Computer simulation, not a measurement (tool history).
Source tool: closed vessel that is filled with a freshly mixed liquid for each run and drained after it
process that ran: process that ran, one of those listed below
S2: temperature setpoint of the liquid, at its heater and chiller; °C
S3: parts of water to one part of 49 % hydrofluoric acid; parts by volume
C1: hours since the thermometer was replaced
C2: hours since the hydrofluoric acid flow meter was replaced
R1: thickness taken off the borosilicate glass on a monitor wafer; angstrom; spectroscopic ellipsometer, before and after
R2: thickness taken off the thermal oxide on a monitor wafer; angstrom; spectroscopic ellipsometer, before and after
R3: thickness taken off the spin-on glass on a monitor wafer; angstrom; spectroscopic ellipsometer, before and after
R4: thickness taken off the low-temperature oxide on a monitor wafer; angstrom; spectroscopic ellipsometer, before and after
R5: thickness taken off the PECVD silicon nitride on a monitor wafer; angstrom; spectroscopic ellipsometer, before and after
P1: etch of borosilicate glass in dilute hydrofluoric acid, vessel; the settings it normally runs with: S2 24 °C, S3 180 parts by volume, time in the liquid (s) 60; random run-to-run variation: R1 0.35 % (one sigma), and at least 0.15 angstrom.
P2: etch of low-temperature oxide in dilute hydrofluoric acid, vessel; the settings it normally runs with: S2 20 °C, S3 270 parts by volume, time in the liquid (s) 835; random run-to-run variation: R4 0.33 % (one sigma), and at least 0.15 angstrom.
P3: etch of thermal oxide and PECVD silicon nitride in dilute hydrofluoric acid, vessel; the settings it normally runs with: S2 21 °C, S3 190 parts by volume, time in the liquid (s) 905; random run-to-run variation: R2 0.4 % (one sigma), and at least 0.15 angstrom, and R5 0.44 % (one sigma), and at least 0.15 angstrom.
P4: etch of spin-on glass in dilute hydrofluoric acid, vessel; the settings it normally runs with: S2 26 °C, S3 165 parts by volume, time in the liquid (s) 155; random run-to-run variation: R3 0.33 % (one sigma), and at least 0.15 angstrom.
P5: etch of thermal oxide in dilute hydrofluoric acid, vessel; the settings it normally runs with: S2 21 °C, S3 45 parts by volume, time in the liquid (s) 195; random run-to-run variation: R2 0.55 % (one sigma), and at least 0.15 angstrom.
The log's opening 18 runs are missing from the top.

Run 19, hour 101.8: process that ran P3, S2 21 °C, S3 340 parts by volume, time in the liquid (s) 905; C1 821.2; C2 670.1. Result: R2 89.31 angstrom, R5 128.73 angstrom.
Run 20, hour 107: process that ran P5, S2 21 °C, S3 45 parts by volume, time in the liquid (s) 195; C1 826.4; C2 675.3. Result: R2 192.76 angstrom.
Run 21, hour 111: process that ran P1, S2 24 °C, S3 180 parts by volume, time in the liquid (s) 30; C1 830.4; C2 679.3. Result: R1 72.511 angstrom.
Run 22, hour 114.5: process that ran P1, S2 20 °C, S3 180 parts by volume, time in the liquid (s) 60; C1 833.9; C2 682.8. Result: R1 123.5 angstrom.
Run 23, hour 120.7: process that ran P1, S2 24 °C, S3 30 parts by volume, time in the liquid (s) 60; C1 840.1; C2 689. Result: R1 1029.3 angstrom.
Run 24, hour 125: process that ran P2, S2 20 °C, S3 485 parts by volume, time in the liquid (s) 835; C1 844.4; C2 693.3. Result: R4 252.8 angstrom.
Run 25, hour 132: process that ran P5, S2 21 °C, S3 45 parts by volume, time in the liquid (s) 195; C1 851.4; C2 700.3. Result: R2 192.11 angstrom.
Run 26, hour 138.2: process that ran P5, S2 21 °C, S3 45 parts by volume, time in the liquid (s) 315; C1 857.6; C2 706.5. Result: R2 308.31 angstrom.
Run 27, hour 144.3: process that ran P2, S2 20 °C, S3 270 parts by volume, time in the liquid (s) 400; C1 863.7; C2 712.6. Result: R4 260.17 angstrom.

Estimate the outcome of run 28 from the log above:
Run 28, hour 148.2: process that ran P4, S2 26 °C, S3 275 parts by volume, time in the liquid (s) 155; C1 867.6; C2 716.5. Result: R3 ?.

R3: 162.28 angstrom

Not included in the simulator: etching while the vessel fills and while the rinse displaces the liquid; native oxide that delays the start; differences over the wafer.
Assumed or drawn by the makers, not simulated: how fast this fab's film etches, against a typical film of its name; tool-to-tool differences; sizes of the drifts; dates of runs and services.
